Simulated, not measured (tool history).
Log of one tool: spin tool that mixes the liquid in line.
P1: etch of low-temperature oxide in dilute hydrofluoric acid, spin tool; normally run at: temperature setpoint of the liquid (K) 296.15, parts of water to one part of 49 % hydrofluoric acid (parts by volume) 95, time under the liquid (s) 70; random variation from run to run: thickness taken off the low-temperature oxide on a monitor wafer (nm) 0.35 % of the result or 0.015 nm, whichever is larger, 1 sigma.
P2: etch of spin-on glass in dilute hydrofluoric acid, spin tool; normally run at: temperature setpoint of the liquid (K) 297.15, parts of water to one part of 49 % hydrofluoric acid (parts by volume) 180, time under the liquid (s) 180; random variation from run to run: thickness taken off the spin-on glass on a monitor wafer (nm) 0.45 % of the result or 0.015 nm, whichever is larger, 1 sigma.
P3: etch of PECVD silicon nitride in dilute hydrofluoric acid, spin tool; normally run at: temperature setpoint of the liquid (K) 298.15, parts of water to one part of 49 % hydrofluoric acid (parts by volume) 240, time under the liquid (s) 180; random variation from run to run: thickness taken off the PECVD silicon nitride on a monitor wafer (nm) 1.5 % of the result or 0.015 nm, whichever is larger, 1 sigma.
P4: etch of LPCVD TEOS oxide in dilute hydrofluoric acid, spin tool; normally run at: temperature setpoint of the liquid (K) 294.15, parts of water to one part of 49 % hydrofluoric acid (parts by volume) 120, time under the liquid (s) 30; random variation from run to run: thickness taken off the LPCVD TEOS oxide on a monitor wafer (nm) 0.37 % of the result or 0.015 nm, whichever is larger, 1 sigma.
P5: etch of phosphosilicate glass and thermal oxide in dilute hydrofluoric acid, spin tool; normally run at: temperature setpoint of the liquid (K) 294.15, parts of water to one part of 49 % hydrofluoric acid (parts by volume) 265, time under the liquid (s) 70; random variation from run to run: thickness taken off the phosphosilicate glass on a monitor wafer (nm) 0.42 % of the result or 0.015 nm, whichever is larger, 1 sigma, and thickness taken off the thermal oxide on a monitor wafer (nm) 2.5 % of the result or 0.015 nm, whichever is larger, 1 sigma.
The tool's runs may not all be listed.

| run | hour | process that ran | temperature setpoint of the liquid (K) | parts of water to one part of 49 % hydrofluoric acid (parts by volume) | time under the liquid (s) | thickness taken off the low-temperature oxide on a monitor wafer (nm) | thickness taken off the PECVD silicon nitride on a monitor wafer (nm) | thickness taken off the spin-on glass on a monitor wafer (nm) | thickness taken off the phosphosilicate glass on a monitor wafer (nm) | thickness taken off the thermal oxide on a monitor wafer (nm) | thickness taken off the LPCVD TEOS oxide on a monitor wafer (nm) |
|---|---|---|---|---|---|---|---|---|---|---|---|
| 1 | 4.6 | P1 | 296.15 | 95 | 70 | 13.619 |  |  |  |  |  |
| 2 | 9.1 | P1 | 290.15 | 145 | 70 | 6.5887 |  |  |  |  |  |
| 3 | 15.9 | P1 | 296.15 | 95 | 70 | 13.643 |  |  |  |  |  |
| 4 | 22.1 | P3 | 298.15 | 240 | 180 |  | 1.424 |  |  |  |  |
| 5 | 29.4 | P2 | 297.15 | 180 | 180 |  |  | 26.903 |  |  |  |
| 6 | 35.7 | P1 | 296.15 | 95 | 70 | 13.651 |  |  |  |  |  |
| 7 | 41.3 | P1 | 296.15 | 170 | 70 | 6.9909 |  |  |  |  |  |
| 8 | 44.8 | P1 | 291.65 | 40 | 70 | 28.758 |  |  |  |  |  |
| 9 | 52.5 | P5 | 290.15 | 265 | 70 |  |  |  | 27.384 | 0.87482 |  |
| 10 | 55.8 | P1 | 296.15 | 95 | 70 | 13.643 |  |  |  |  |  |
| 11 | 59.2 | P5 | 294.15 | 265 | 70 |  |  |  | 32.311 | 0.96382 |  |
| 12 | 66.2 | P1 | 301.65 | 95 | 70 | 17.021 |  |  |  |  |  |
| 13 | 70.3 | P1 | 290.15 | 95 | 70 | 10.624 |  |  |  |  |  |
|  | 74.5 | hydrofluoric acid flow meter replaced |
| 14 | 76.4 | P1 | 296.15 | 95 | 130 | 25.243 |  |  |  |  |  |
| 15 | 82.9 | P1 | 296.15 | 95 | 70 | 13.688 |  |  |  |  |  |
| 16 | 90.7 | P1 | 296.15 | 95 | 25 | 4.8679 |  |  |  |  |  |
| 17 | 95.7 | P4 | 294.15 | 120 | 30 |  |  |  |  |  | 8.2217 |
| 18 | 100.1 | P3 | 298.15 | 240 | 180 |  | 1.4002 |  |  |  |  |
| 19 | 104.9 | P4 | 299.15 | 120 | 30 |  |  |  |  |  | 10.025 |
| 20 | 108.4 | P1 | 290.15 | 25 | 70 | 43.693 |  |  |  |  |  |
| 21 | 115.4 | P2 | 297.15 | 180 | 180 |  |  | 26.93 |  |  |  |
| 22 | 121.8 | P2 | 290.15 | 180 | 180 |  |  | 20.558 |  |  |  |
| 23 | 125.3 | P1 | 296.15 | 95 | 70 | 13.697 |  |  |  |  |  |
| 24 | 131.2 | P4 | 294.15 | 185 | 30 |  |  |  |  |  | 4.9997 |
| 25 | 136.7 | P3 | 293.15 | 240 | 180 |  | 0.99309 |  |  |  |  |
| 26 | 141.7 | P2 | 297.15 | 180 | 360 |  |  | 54.094 |  |  |  |
| 27 | 149.1 | P4 | 294.15 | 120 | 30 |  |  |  |  |  | 8.2987 |
| 28 | 155.4 | P3 | 298.15 | 70 | 180 |  | 4.8204 |  |  |  |  |
| 29 | 161.7 | P1 | 296.15 | 95 | 70 | 13.649 |  |  |  |  |  |
| 30 | 167.7 | P1 | 296.15 | 20 | 70 | 71.727 |  |  |  |  |  |
| 31 | 171.6 | P4 | 294.15 | 120 | 15 |  |  |  |  |  | 4.159 |
|  | 176.1 | thermometer replaced |
| 32 | 178.8 | P3 | 298.15 | 240 | 70 |  | 0.56927 |  |  |  |  |
| 33 | 185.3 | P5 | 294.15 | 70 | 70 |  |  |  | 148.22 | 4.7863 |  |
| 34 | 189.5 | P2 | 297.15 | 85 | 180 |  |  | 63.756 |  |  |  |
| 35 | 195.8 | P5 | 294.15 | 265 | 35 |  |  |  | 15.927 | 0.45257 |  |
| 36 | 200.1 | P1 | 296.15 | 95 | 70 | 13.505 |  |  |  |  |  |
| 37 | 205.9 | P1 | 296.15 | 95 | 70 | 13.994 |  |  |  |  |  |
| 38 | 211 | P1 | 296.15 | 95 | 70 | 14.329 |  |  |  |  |  |
| 39 | 215 | P1 | 296.15 | 95 | 70 | 14.492 |  |  |  |  |  |
| 40 | 220.3 | P1 | 296.15 | 95 | 70 | 14.543 |  |  |  |  |  |
| 41 | 225 | P1 | 296.15 | 95 | 70 | 14.66 |  |  |  |  |  |
| 42 | 229.5 | P1 | 296.15 | 95 | 70 | 14.677 |  |  |  |  |  |
| 43 | 233.7 | P1 | 296.15 | 95 | 70 | 14.573 |  |  |  |  |  |
| 44 | 237.9 | P1 | 296.15 | 95 | 70 | 14.648 |  |  |  |  |  |
| 45 | 243.8 | P1 | 296.15 | 95 | 70 | 14.784 |  |  |  |  |  |
| 46 | 248.7 | P1 | 296.15 | 95 | 70 | 14.749 |  |  |  |  |  |

What P1 gives has crept away from where it was. These 2 causes fit the log equally well, each at the size given:
A: liquid hotter than its thermometer reads (K) = 1.98
B: hydrofluoric acid flow above the setpoint (%) = 7.3
The creep began at about hour 200.1.

4 check runs are offered, each on 5 wafers whose results are averaged, their results left as question marks. Which one tells the causes apart?
| check 1 | 253.6 | P4 | 297.15 | 120 | 15 |  |  |  |  |  | ? |
| check 2 | 253.6 | P5 | 294.15 | 100 | 70 |  |  |  | ? | ? |  |
| check 3 | 253.6 | P3 | 293.15 | 145 | 180 |  | ? |  |  |  |  |
| check 4 | 253.6 | P2 | 290.15 | 180 | 180 |  |  | ? |  |  |  |

What each check would give under each cause:
| check | result | if A | if B |
|---|---|---|---|
| check 1 | thickness taken off the LPCVD TEOS oxide on a monitor wafer (nm) | 5.0356 | 5.0539 |
| check 2 | thickness taken off the phosphosilicate glass on a monitor wafer (nm) | 108.61 | 108.43 |
| check 2 | thickness taken off the thermal oxide on a monitor wafer (nm) | 3.3292 | 3.3237 |
| check 3 | thickness taken off the PECVD silicon nitride on a monitor wafer (nm) | 1.9134 | 1.797 |
| check 4 | thickness taken off the spin-on glass on a monitor wafer (nm) | 22.241 | 22.308 |
How far apart the two closest causes lie, in the result that separates them most: check 1 0.36 %; check 2 0.16 %; check 3 6.28 %; check 4 0.3 %
Only check 3 tells the causes apart: in the others they would give nearly the same result.

Check 3 was then run and gave: thickness taken off the PECVD silicon nitride on a monitor wafer (nm) 1.925. Which cause is it?

It is A: liquid hotter than its thermometer reads (K).
